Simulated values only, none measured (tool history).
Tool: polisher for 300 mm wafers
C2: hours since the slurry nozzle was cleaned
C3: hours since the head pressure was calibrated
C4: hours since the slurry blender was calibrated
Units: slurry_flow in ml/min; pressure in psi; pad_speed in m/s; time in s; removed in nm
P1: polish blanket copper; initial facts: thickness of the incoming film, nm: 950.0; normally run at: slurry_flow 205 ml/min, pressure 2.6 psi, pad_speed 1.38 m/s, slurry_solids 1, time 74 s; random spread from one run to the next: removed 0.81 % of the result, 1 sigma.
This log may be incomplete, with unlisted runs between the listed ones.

{"run": 1, "hour": 6.9, "slurry_flow": 205, "pressure": 2.6, "pad_speed": 1.38, "slurry_solids": 1, "time": 74, "wafers polished on this pad": 857, "C2": 150.8, "C3": 212, "C4": 73.5, "removed": 288.47}
{"run": 2, "hour": 13.3, "slurry_flow": 205, "pressure": 3.8, "pad_speed": 1.38, "slurry_solids": 1, "time": 74, "wafers polished on this pad": 899, "C2": 157.2, "C3": 218.4, "C4": 79.9, "removed": 423.14}
{"run": 3, "hour": 20.6, "slurry_flow": 265, "pressure": 2.6, "pad_speed": 1.38, "slurry_solids": 1, "time": 74, "wafers polished on this pad": 948, "C2": 164.5, "C3": 225.7, "C4": 87.2, "removed": 296.97}
{"run": 4, "hour": 26.5, "slurry_flow": 205, "pressure": 2.6, "pad_speed": 2.06, "slurry_solids": 1, "time": 74, "wafers polished on this pad": 987, "C2": 170.4, "C3": 231.6, "C4": 93.1, "removed": 429.83}
{"run": 5, "hour": 30.4, "slurry_flow": 205, "pressure": 3.4, "pad_speed": 1.38, "slurry_solids": 1.45, "time": 74, "wafers polished on this pad": 1013, "C2": 174.3, "C3": 235.5, "C4": 97, "removed": 408.95}
{"run": 6, "hour": 37.4, "slurry_flow": 205, "pressure": 2.6, "pad_speed": 1.38, "slurry_solids": 1.45, "time": 74, "wafers polished on this pad": 1059, "C2": 181.3, "C3": 242.5, "C4": 104, "removed": 315.05}
{"run": 7, "hour": 43.1, "slurry_flow": 205, "pressure": 2.6, "pad_speed": 1.38, "slurry_solids": 1, "time": 74, "wafers polished on this pad": 1097, "C2": 187, "C3": 248.2, "C4": 109.7, "removed": 288.55}
{"run": 8, "hour": 47.4, "slurry_flow": 205, "pressure": 1.6, "pad_speed": 1.38, "slurry_solids": 1, "time": 74, "wafers polished on this pad": 1126, "C2": 191.3, "C3": 252.5, "C4": 114, "removed": 179.15}
{"hour": 50.8, "done": "slurry nozzle cleaned"}
{"run": 9, "hour": 54.8, "slurry_flow": 205, "pressure": 2.6, "pad_speed": 1.38, "slurry_solids": 1, "time": 74, "wafers polished on this pad": 1175, "C2": 4.1, "C3": 259.9, "C4": 121.4, "removed": 289.84}
{"run": 10, "hour": 60.4, "slurry_flow": 205, "pressure": 2.6, "pad_speed": 1.38, "slurry_solids": 0.7, "time": 74, "wafers polished on this pad": 1212, "C2": 9.7, "C3": 265.5, "C4": 127, "removed": 267.87}
{"run": 11, "hour": 68.4, "slurry_flow": 205, "pressure": 2.6, "pad_speed": 0.86, "slurry_solids": 1, "time": 74, "wafers polished on this pad": 1265, "C2": 17.7, "C3": 273.5, "C4": 135, "removed": 177.84}
{"run": 12, "hour": 74.4, "slurry_flow": 205, "pressure": 2.6, "pad_speed": 1.38, "slurry_solids": 1, "time": 74, "wafers polished on this pad": 1305, "C2": 23.7, "C3": 279.5, "C4": 141, "removed": 284.55}
{"run": 13, "hour": 80.6, "slurry_flow": 205, "pressure": 2.6, "pad_speed": 1.38, "slurry_solids": 1, "time": 102, "wafers polished on this pad": 1346, "C2": 29.9, "C3": 285.7, "C4": 147.2, "removed": 403.98}
{"run": 14, "hour": 86.9, "slurry_flow": 205, "pressure": 3.5, "pad_speed": 1.38, "slurry_solids": 0.75, "time": 74, "wafers polished on this pad": 1388, "C2": 36.2, "C3": 292, "C4": 153.5, "removed": 364.62}
{"run": 15, "hour": 95.1, "slurry_flow": 205, "pressure": 2.6, "pad_speed": 1.38, "slurry_solids": 1, "time": 34, "wafers polished on this pad": 1443, "C2": 44.4, "C3": 300.2, "C4": 161.7, "removed": 132.4}
{"hour": 97.7, "done": "head pressure recalibrated"}
{"run": 16, "hour": 103.4, "slurry_flow": 125, "pressure": 2.6, "pad_speed": 1.38, "slurry_solids": 1, "time": 74, "wafers polished on this pad": 1498, "C2": 52.7, "C3": 5.8, "C4": 170, "removed": 265}
{"run": 17, "hour": 107.6, "slurry_flow": 205, "pressure": 1.6, "pad_speed": 1.38, "slurry_solids": 1, "time": 102, "wafers polished on this pad": 1526, "C2": 56.9, "C3": 10, "C4": 174.2, "removed": 243.48}
{"run": 18, "hour": 115.8, "slurry_flow": 205, "pressure": 2.6, "pad_speed": 1.38, "slurry_solids": 1, "time": 74, "wafers polished on this pad": 1580, "C2": 65.1, "C3": 18.2, "C4": 182.4, "removed": 290.13}
{"run": 19, "hour": 124.2, "slurry_flow": 205, "pressure": 2.6, "pad_speed": 1.38, "slurry_solids": 1, "time": 74, "wafers polished on this pad": 1636, "C2": 73.5, "C3": 26.6, "C4": 190.8, "removed": 281.05}
{"run": 20, "hour": 131.7, "slurry_flow": 205, "pressure": 2.6, "pad_speed": 1.38, "slurry_solids": 1, "time": 74, "wafers polished on this pad": 1686, "C2": 81, "C3": 34.1, "C4": 198.3, "removed": 278.67}
{"run": 21, "hour": 140.2, "slurry_flow": 205, "pressure": 2.6, "pad_speed": 1.38, "slurry_solids": 1, "time": 74, "wafers polished on this pad": 1742, "C2": 89.5, "C3": 42.6, "C4": 206.8, "removed": 275.94}
{"run": 22, "hour": 144.5, "slurry_flow": 205, "pressure": 2.6, "pad_speed": 1.38, "slurry_solids": 1, "time": 74, "wafers polished on this pad": 1771, "C2": 93.8, "C3": 46.9, "C4": 211.1, "removed": 272.22}
{"run": 23, "hour": 150.6, "slurry_flow": 205, "pressure": 2.6, "pad_speed": 1.38, "slurry_solids": 1, "time": 74, "wafers polished on this pad": 1811, "C2": 99.9, "C3": 53, "C4": 217.2, "removed": 276.95}
{"run": 24, "hour": 159.5, "slurry_flow": 205, "pressure": 2.6, "pad_speed": 1.38, "slurry_solids": 1, "time": 74, "wafers polished on this pad": 1871, "C2": 108.8, "C3": 61.9, "C4": 226.1, "removed": 271.47}
{"run": 25, "hour": 165.1, "slurry_flow": 205, "pressure": 2.6, "pad_speed": 1.38, "slurry_solids": 1, "time": 74, "wafers polished on this pad": 1908, "C2": 114.4, "C3": 67.5, "C4": 231.7, "removed": 272.63}
{"hour": 167.7, "done": "worn pad replaced by a new one"}
{"hour": 169.3, "done": "slurry blender recalibrated"}
{"run": 26, "hour": 173.4, "slurry_flow": 205, "pressure": 2.6, "pad_speed": 1.38, "slurry_solids": 1, "time": 74, "wafers polished on this pad": 38, "C2": 122.7, "C3": 75.8, "C4": 4.1, "removed": 274.23}
{"run": 27, "hour": 179.2, "slurry_flow": 205, "pressure": 2.6, "pad_speed": 1.38, "slurry_solids": 1, "time": 74, "wafers polished on this pad": 76, "C2": 128.5, "C3": 81.6, "C4": 9.9, "removed": 268.74}
{"run": 28, "hour": 187.7, "slurry_flow": 205, "pressure": 2.6, "pad_speed": 1.38, "slurry_solids": 1, "time": 74, "wafers polished on this pad": 133, "C2": 137, "C3": 90.1, "C4": 18.4, "removed": 273.76}

The log shows P1 creeping away from where it was. Any of the 2 causes listed here, at the size stated for it, fits the log just as well as the others:
A: slurry flow missing at the pad, % = 30.7
B: head's pressure below its setpoint, % = 5.47
The process output started creeping at around hour 115.8.
Ruled out, with reasons:
removal rate lost through wear of the pad, %: serviced at hour 167.7, after the drift had started, without restoring the earlier output
abrasive missing from the slurry, %: serviced at hour 169.3, after the drift had started, without restoring the earlier output

Of the 4 check runs below, each run on 5 wafers with the results averaged and each result still a question mark, which one would tell the listed causes apart?
{"run": "check 1", "hour": 196.2, "slurry_flow": 205, "pressure": 2.6, "pad_speed": 1.9, "slurry_solids": 1, "time": 38, "removed": "?"}
{"run": "check 2", "hour": 196.2, "slurry_flow": 125, "pressure": 2.6, "pad_speed": 1.38, "slurry_solids": 1, "time": 74, "removed": "?"}
{"run": "check 3", "hour": 196.2, "slurry_flow": 205, "pressure": 2.6, "pad_speed": 2.06, "slurry_solids": 1.4, "time": 74, "removed": "?"}
{"run": "check 4", "hour": 196.2, "slurry_flow": 205, "pressure": 3.5, "pad_speed": 1.84, "slurry_solids": 1, "time": 74, "removed": "?"}

Expected result of each check under each candidate cause:
check=check_1 result=removed if_A=193.1 if_B=193.08
check=check_2 result=removed if_A=244.05 if_B=251.93
check=check_3 result=removed if_A=438.82 if_B=438.77
check=check_4 result=removed if_A=490.23 if_B=490.18
Separation of the two closest causes in each check, using whichever result separates them best: check 1 0.01 %; check 2 3.18 %; check 3 0.01 %; check 4 0.01 %
Only check 2 tells the causes apart: in the others they would give nearly the same result.

Then check 2 was run and gave: removed 251.47 nm. Which cause is it?

The correct cause is B, namely: head's pressure below its setpoint, %.
